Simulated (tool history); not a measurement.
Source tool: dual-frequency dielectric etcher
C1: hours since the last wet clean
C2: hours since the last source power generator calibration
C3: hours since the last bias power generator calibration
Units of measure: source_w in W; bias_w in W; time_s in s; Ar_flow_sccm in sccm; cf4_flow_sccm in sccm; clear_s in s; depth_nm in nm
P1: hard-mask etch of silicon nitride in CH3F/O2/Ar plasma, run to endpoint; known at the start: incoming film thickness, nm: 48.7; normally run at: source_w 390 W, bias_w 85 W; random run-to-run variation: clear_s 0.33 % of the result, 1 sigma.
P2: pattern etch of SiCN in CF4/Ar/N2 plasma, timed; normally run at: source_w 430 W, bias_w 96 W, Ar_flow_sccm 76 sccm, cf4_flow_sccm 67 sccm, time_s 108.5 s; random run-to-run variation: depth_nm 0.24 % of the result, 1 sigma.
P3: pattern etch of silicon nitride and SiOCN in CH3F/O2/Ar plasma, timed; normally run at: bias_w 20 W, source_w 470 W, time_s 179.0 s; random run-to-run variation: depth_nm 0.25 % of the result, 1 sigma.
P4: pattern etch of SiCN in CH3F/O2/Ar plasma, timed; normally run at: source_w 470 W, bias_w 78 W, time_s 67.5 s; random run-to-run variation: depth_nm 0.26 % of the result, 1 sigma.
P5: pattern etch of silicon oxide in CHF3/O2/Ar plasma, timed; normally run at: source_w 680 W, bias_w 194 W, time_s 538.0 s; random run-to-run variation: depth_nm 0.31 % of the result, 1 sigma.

{"run": 1, "hour": 2.5, "process": "P1", "source_w": 390, "bias_w": 85, "C1": 420.1, "C2": 1196.8, "C3": 772.7, "clear_s": 66.838}
{"run": 2, "hour": 7.2, "process": "P4", "source_w": 470, "bias_w": 78, "time_s": 67.5, "C1": 424.8, "C2": 1201.5, "C3": 777.4, "depth_nm": 27.028}
{"run": 3, "hour": 9.9, "process": "P5", "source_w": 680, "bias_w": 194, "time_s": 538.0, "C1": 427.5, "C2": 1204.2, "C3": 780.1, "depth_nm": 1157.3}
{"run": 4, "hour": 13.7, "process": "P1", "source_w": 550, "bias_w": 113, "C1": 431.3, "C2": 1208.0, "C3": 783.9, "clear_s": 53.227}
{"run": 5, "hour": 17.1, "process": "P3", "source_w": 470, "bias_w": 20, "time_s": 235.5, "C1": 434.7, "C2": 1211.4, "C3": 787.3, "depth_nm": 32.38}
{"run": 6, "hour": 21.7, "process": "P5", "source_w": 680, "bias_w": 194, "time_s": 538.0, "C1": 439.3, "C2": 1216.0, "C3": 791.9, "depth_nm": 1158.2}
{"run": 7, "hour": 26.1, "process": "P2", "source_w": 430, "bias_w": 96, "time_s": 108.5, "Ar_flow_sccm": 76, "cf4_flow_sccm": 67, "C1": 443.7, "C2": 1220.4, "C3": 796.3, "depth_nm": 104.98}
{"run": 8, "hour": 30.7, "process": "P1", "source_w": 470, "bias_w": 85, "C1": 448.3, "C2": 1225.0, "C3": 800.9, "clear_s": 62.814}
{"run": 9, "hour": 34.1, "process": "P2", "source_w": 430, "bias_w": 71, "time_s": 108.5, "Ar_flow_sccm": 76, "cf4_flow_sccm": 67, "C1": 451.7, "C2": 1228.4, "C3": 804.3, "depth_nm": 94.086}
{"run": 10, "hour": 38.7, "process": "P2", "source_w": 430, "bias_w": 96, "time_s": 149.0, "Ar_flow_sccm": 76, "cf4_flow_sccm": 67, "C1": 456.3, "C2": 1233.0, "C3": 808.9, "depth_nm": 143.64}
{"run": 11, "hour": 42.5, "process": "P1", "source_w": 390, "bias_w": 85, "C1": 460.1, "C2": 1236.8, "C3": 812.7, "clear_s": 67.056}
{"run": 12, "hour": 44.8, "process": "P3", "source_w": 470, "bias_w": 20, "time_s": 179.0, "C1": 462.4, "C2": 1239.1, "C3": 815.0, "depth_nm": 24.609}
{"run": 13, "hour": 47.5, "process": "P2", "source_w": 430, "bias_w": 96, "time_s": 108.5, "Ar_flow_sccm": 76, "cf4_flow_sccm": 43, "C1": 465.1, "C2": 1241.8, "C3": 817.7, "depth_nm": 98.83}
{"run": 14, "hour": 52.3, "process": "P1", "source_w": 390, "bias_w": 51, "C1": 469.9, "C2": 1246.6, "C3": 822.5, "clear_s": 79.952}
{"run": 15, "hour": 54.4, "process": "P3", "source_w": 470, "bias_w": 13, "time_s": 179.0, "C1": 472.0, "C2": 1248.7, "C3": 824.6, "depth_nm": 20.677}
{"run": 16, "hour": 59.2, "process": "P1", "source_w": 260, "bias_w": 85, "C1": 476.8, "C2": 1253.5, "C3": 829.4, "clear_s": 77.864}
{"run": 17, "hour": 63.8, "process": "P1", "source_w": 390, "bias_w": 85, "C1": 481.4, "C2": 1258.1, "C3": 834.0, "clear_s": 66.946}
{"run": 18, "hour": 66.6, "process": "P2", "source_w": 430, "bias_w": 96, "time_s": 108.5, "Ar_flow_sccm": 76, "cf4_flow_sccm": 67, "C1": 484.2, "C2": 1260.9, "C3": 836.8, "depth_nm": 104.63}
{"run": 19, "hour": 69.6, "process": "P4", "source_w": 470, "bias_w": 111, "time_s": 67.5, "C1": 487.2, "C2": 1263.9, "C3": 839.8, "depth_nm": 30.843}
{"run": 20, "hour": 72.3, "process": "P1", "source_w": 460, "bias_w": 54, "C1": 489.9, "C2": 1266.6, "C3": 842.5, "clear_s": 73.369}
{"run": 21, "hour": 75.4, "process": "P1", "source_w": 390, "bias_w": 102, "C1": 493.0, "C2": 1269.7, "C3": 845.6, "clear_s": 62.764}
{"run": 22, "hour": 79.2, "process": "P1", "source_w": 390, "bias_w": 85, "C1": 496.8, "C2": 1273.5, "C3": 849.4, "clear_s": 67.205}
{"run": 23, "hour": 81.4, "process": "P5", "source_w": 450, "bias_w": 194, "time_s": 538.0, "C1": 499.0, "C2": 1275.7, "C3": 851.6, "depth_nm": 986.55}
{"run": 24, "hour": 85.4, "process": "P1", "source_w": 390, "bias_w": 85, "C1": 503.0, "C2": 1279.7, "C3": 855.6, "clear_s": 66.985}
{"run": 25, "hour": 89.8, "process": "P4", "source_w": 280, "bias_w": 78, "time_s": 67.5, "C1": 507.4, "C2": 1284.1, "C3": 860.0, "depth_nm": 22.402}
{"run": 26, "hour": 93.6, "process": "P3", "source_w": 640, "bias_w": 20, "time_s": 179.0, "C1": 511.2, "C2": 1287.9, "C3": 863.8, "depth_nm": 27.337}
{"run": 27, "hour": 95.9, "process": "P2", "source_w": 290, "bias_w": 96, "time_s": 108.5, "Ar_flow_sccm": 76, "cf4_flow_sccm": 67, "C1": 513.5, "C2": 1290.2, "C3": 866.1, "depth_nm": 74.331}
{"run": 28, "hour": 99.7, "process": "P5", "source_w": 680, "bias_w": 194, "time_s": 360.0, "C1": 517.3, "C2": 1294.0, "C3": 869.9, "depth_nm": 773.06}
{"run": 29, "hour": 102.8, "process": "P5", "source_w": 680, "bias_w": 262, "time_s": 538.0, "C1": 520.4, "C2": 1297.1, "C3": 873.0, "depth_nm": 1295.6}
{"run": 30, "hour": 105.4, "process": "P4", "source_w": 470, "bias_w": 78, "time_s": 50.5, "C1": 523.0, "C2": 1299.7, "C3": 875.6, "depth_nm": 20.334}
{"run": 31, "hour": 108.7, "process": "P1", "source_w": 390, "bias_w": 85, "C1": 526.3, "C2": 1303.0, "C3": 878.9, "clear_s": 67.04}
{"run": 32, "hour": 111.9, "process": "P2", "source_w": 430, "bias_w": 96, "time_s": 108.5, "Ar_flow_sccm": 103, "cf4_flow_sccm": 67, "C1": 529.5, "C2": 1306.2, "C3": 882.1, "depth_nm": 100.57}
{"run": 33, "hour": 116.0, "process": "P1", "source_w": 390, "bias_w": 85, "C1": 533.6, "C2": 1310.3, "C3": 886.2, "clear_s": 67.364}
{"run": 34, "hour": 119.1, "process": "P1", "source_w": 390, "bias_w": 85, "C1": 536.7, "C2": 1313.4, "C3": 889.3, "clear_s": 67.213}
{"run": 35, "hour": 121.2, "process": "P1", "source_w": 390, "bias_w": 85, "C1": 538.8, "C2": 1315.5, "C3": 891.4, "clear_s": 67.311}
{"run": 36, "hour": 126.0, "process": "P1", "source_w": 390, "bias_w": 85, "C1": 543.6, "C2": 1320.3, "C3": 896.2, "clear_s": 67.552}
{"run": 37, "hour": 129.3, "process": "P1", "source_w": 390, "bias_w": 85, "C1": 546.9, "C2": 1323.6, "C3": 899.5, "clear_s": 67.62}
{"run": 38, "hour": 133.7, "process": "P1", "source_w": 390, "bias_w": 85, "C1": 551.3, "C2": 1328.0, "C3": 903.9, "clear_s": 68.095}
{"run": 39, "hour": 138.5, "process": "P1", "source_w": 390, "bias_w": 85, "C1": 556.1, "C2": 1332.8, "C3": 908.7, "clear_s": 67.779}
{"hour": 142.1, "done": "wet clean of the chamber"}
{"run": 40, "hour": 143.2, "process": "P1", "source_w": 390, "bias_w": 85, "C1": 1.1, "C2": 1337.5, "C3": 913.4, "clear_s": 68.081}
{"run": 41, "hour": 146.8, "process": "P1", "source_w": 390, "bias_w": 85, "C1": 4.7, "C2": 1341.1, "C3": 917.0, "clear_s": 68.019}
{"run": 42, "hour": 150.5, "process": "P1", "source_w": 390, "bias_w": 85, "C1": 8.4, "C2": 1344.8, "C3": 920.7, "clear_s": 68.347}
{"run": 43, "hour": 154.5, "process": "P1", "source_w": 390, "bias_w": 85, "C1": 12.4, "C2": 1348.8, "C3": 924.7, "clear_s": 68.258}

What P1 gives has crept away from where it was. These 2 causes fit the log equally well, each at the size given:
A: source power that arrives under what is set, % = 4.28
B: bias power that arrives under what is set, % = 4.52
Onset of the creep was near hour 116.0.
All other causes, with the reason each is excluded:
chamber walls in a state that lowers the etch rate, %: its service at hour 142.1 followed the start of the drift and did not put the process back to its old value

Which of the 4 check runs listed below separates the causes, so that each cause would produce a clearly different result? Each run uses one wafer, and its results are marked with question marks.
{"run": "check 1", "hour": 158.5, "process": "P2", "source_w": 300, "bias_w": 96, "time_s": 108.5, "Ar_flow_sccm": 95, "cf4_flow_sccm": 67, "depth_nm": "?"}
{"run": "check 2", "hour": 158.5, "process": "P3", "source_w": 550, "bias_w": 15, "time_s": 179.0, "depth_nm": "?"}
{"run": "check 3", "hour": 158.5, "process": "P5", "source_w": 550, "bias_w": 194, "time_s": 423.0, "depth_nm": "?"}
{"run": "check 4", "hour": 158.5, "process": "P4", "source_w": 290, "bias_w": 78, "time_s": 67.5, "depth_nm": "?"}

How each check would come out, cause by cause:
check=check_1 result=depth_nm if_A=71.625 if_B=73.126
check=check_2 result=depth_nm if_A=22.755 if_B=22.708
check=check_3 result=depth_nm if_A=826.860 if_B=827.530
check=check_4 result=depth_nm if_A=22.303 if_B=22.288
Minimum pairwise separation of causes per check, each pair taken at its best-separating result: check 1 2.07 %; check 2 0.21 %; check 3 0.08 %; check 4 0.07 %
The other checks would show nearly matching results whichever cause is true, so check 1 is the only one that separates the causes.

Running check 1 produced the following: depth_nm 72.855 nm. Which one of the listed causes fits?

The correct cause is B, namely: bias power that arrives under what is set, %.

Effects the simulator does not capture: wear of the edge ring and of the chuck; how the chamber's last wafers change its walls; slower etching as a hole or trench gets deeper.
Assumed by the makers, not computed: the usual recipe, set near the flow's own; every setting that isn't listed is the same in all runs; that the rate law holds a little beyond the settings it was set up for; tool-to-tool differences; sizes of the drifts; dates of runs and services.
